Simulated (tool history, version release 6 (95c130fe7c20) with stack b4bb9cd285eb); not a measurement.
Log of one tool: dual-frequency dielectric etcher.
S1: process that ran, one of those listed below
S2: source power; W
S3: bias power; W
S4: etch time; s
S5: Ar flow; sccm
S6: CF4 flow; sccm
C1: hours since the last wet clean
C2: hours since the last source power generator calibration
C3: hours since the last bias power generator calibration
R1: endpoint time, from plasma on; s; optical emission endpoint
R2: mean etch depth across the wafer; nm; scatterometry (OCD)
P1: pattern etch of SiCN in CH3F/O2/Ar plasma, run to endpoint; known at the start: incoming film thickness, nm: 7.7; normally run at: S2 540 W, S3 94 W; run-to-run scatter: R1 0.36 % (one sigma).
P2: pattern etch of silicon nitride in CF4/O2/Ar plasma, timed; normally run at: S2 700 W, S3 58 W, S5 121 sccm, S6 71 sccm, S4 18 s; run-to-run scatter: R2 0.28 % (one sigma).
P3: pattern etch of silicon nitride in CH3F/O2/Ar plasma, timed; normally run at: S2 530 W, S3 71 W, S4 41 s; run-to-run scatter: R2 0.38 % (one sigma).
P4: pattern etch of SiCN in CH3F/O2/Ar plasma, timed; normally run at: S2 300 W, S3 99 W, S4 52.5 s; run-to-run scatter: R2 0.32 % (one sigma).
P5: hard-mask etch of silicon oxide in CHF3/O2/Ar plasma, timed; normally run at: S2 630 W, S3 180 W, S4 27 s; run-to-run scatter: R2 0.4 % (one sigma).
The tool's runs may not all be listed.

run,day,S1,S2,S3,S4,S5,S6,C1,C2,C3,R1,R2
1,0.442,P1,540,94,,,,120.4,748.9,3036.2,15.908,
2,1.179,P3,530,71,22.5,,,138.1,766.6,3053.9,,17.425
3,1.525,P1,410,94,,,,146.4,774.9,3062.2,17.42,
4,2.067,P1,540,94,,,,159.4,787.9,3075.2,15.676,
5,2.704,P3,530,71,41,,,174.7,803.2,3090.5,,31.689
6,3.275,P2,700,58,18,121,71,188.4,816.9,3104.2,,45.719
7,4.017,P1,400,120,,,,206.2,834.7,3122,16.09,
8,4.546,P5,630,180,27,,,218.9,847.4,3134.7,,55.694
9,5.112,P2,700,58,10,121,71,232.5,861,3148.3,,25.407
10,5.604,P3,530,86,41,,,244.3,872.8,3160.1,,33.61
11,6.258,P1,540,73,,,,260,888.5,3175.8,17.32,
12,6.962,P2,700,58,18,121,51,276.9,905.4,3192.7,,43.521
13,7.433,P1,540,94,,,,288.2,916.7,3204,15.832,
14,8.075,P3,360,71,41,,,303.6,932.1,3219.4,,27.172
15,8.517,P5,380,180,27,,,314.2,942.7,3230,,46.119
16,8.921,P5,630,180,36.5,,,323.9,952.4,3239.7,,75.699
17,9.696,P1,750,94,,,,342.5,971,3258.3,13.998,
18,10.088,P1,540,121,,,,351.9,980.4,3267.7,14.356,
19,10.704,P1,540,94,,,,366.7,995.2,3282.5,15.835,
20,11.442,P2,700,58,18,121,71,384.4,1012.9,3300.2,,45.932
21,12.008,P2,700,45,18,121,71,398,1026.5,3313.8,,41.494
22,12.596,P4,210,99,52.5,,,412.1,1040.6,3327.9,,16.978
23,13.008,P2,700,58,18,166,71,422,1050.5,3337.8,,43.779
# day 13.433: source power generator calibrated
24,13.671,P4,300,99,52.5,,,437.9,5.7,3353.7,,19.297
25,14.1,P5,630,119,27,,,448.2,16,3364,,48.84
26,14.796,P1,660,123,,,,464.9,32.7,3380.7,13.232,
27,15.433,P1,360,110,,,,480.2,48,3396,17.294,
28,16.058,P5,630,180,27,,,495.2,63,3411,,55.897
29,16.817,P1,540,94,,,,513.4,81.2,3429.2,15.895,
30,17.583,P4,300,99,52.5,,,531.8,99.6,3447.6,,19.403
31,18.296,P2,420,58,18,121,71,548.9,116.7,3464.7,,29.491
32,18.704,P4,300,99,66,,,558.7,126.5,3474.5,,24.199
33,19.15,P4,300,75,52.5,,,569.4,137.2,3485.2,,17.311
34,19.796,P1,540,94,,,,584.9,152.7,3500.7,15.819,
35,20.154,P1,540,94,,,,593.5,161.3,3509.3,15.927,
36,20.946,P1,540,94,,,,612.5,180.3,3528.3,15.973,
37,21.375,P1,540,94,,,,622.8,190.6,3538.6,16.122,
38,21.908,P1,540,94,,,,635.6,203.4,3551.4,16.069,
39,22.608,P1,540,94,,,,652.4,220.2,3568.2,16.037,
40,23.2,P1,540,94,,,,666.6,234.4,3582.4,16.085,
# day 23.5: wet clean of the chamber
41,23.562,P1,540,94,,,,1.5,243.1,3591.1,16.21,
42,24.046,P1,540,94,,,,13.1,254.7,3602.7,16.149,
43,24.467,P1,540,94,,,,23.2,264.8,3612.8,16.077,
44,24.871,P1,540,94,,,,32.9,274.5,3622.5,16.175,
45,25.425,P1,540,94,,,,46.2,287.8,3635.8,16.068,

What P1 gives has crept away from where it was. These 2 causes fit the log equally well, each at the size given:
A: source power that arrives under what is set, % = 4.79
B: bias power that arrives under what is set, % = 4.89
The creep began at about day 19.796.
Why every other cause is out:
chamber walls in a state that lowers the etch rate, %: serviced at day 23.5, which brought nothing back

4 check runs are offered, one wafer each, their results left as question marks. Which one tells the causes apart?
check 1,25.979,P2,420,58,18,121,71,,,,,?
check 2,25.979,P5,630,124,33,,,,,,,?
check 3,25.979,P4,210,99,52.5,,,,,,,?
check 4,25.979,P3,530,86,31,,,,,,,?

What each check would give under each cause:
check,result,if A,if B
check 1,R2,28.369,28.981
check 2,R2,59.38,59.609
check 3,R2,16.654,16.626
check 4,R2,25.008,25.036
How far apart the two closest causes lie, in the result that separates them most: check 1 2.13 %; check 2 0.39 %; check 3 0.16 %; check 4 0.11 %
Only check 1 tells the causes apart: in the others they would give nearly the same result.

Check 1 was then run and gave: R2 28.241 nm. Which cause is it?

It is A: source power that arrives under what is set, %.

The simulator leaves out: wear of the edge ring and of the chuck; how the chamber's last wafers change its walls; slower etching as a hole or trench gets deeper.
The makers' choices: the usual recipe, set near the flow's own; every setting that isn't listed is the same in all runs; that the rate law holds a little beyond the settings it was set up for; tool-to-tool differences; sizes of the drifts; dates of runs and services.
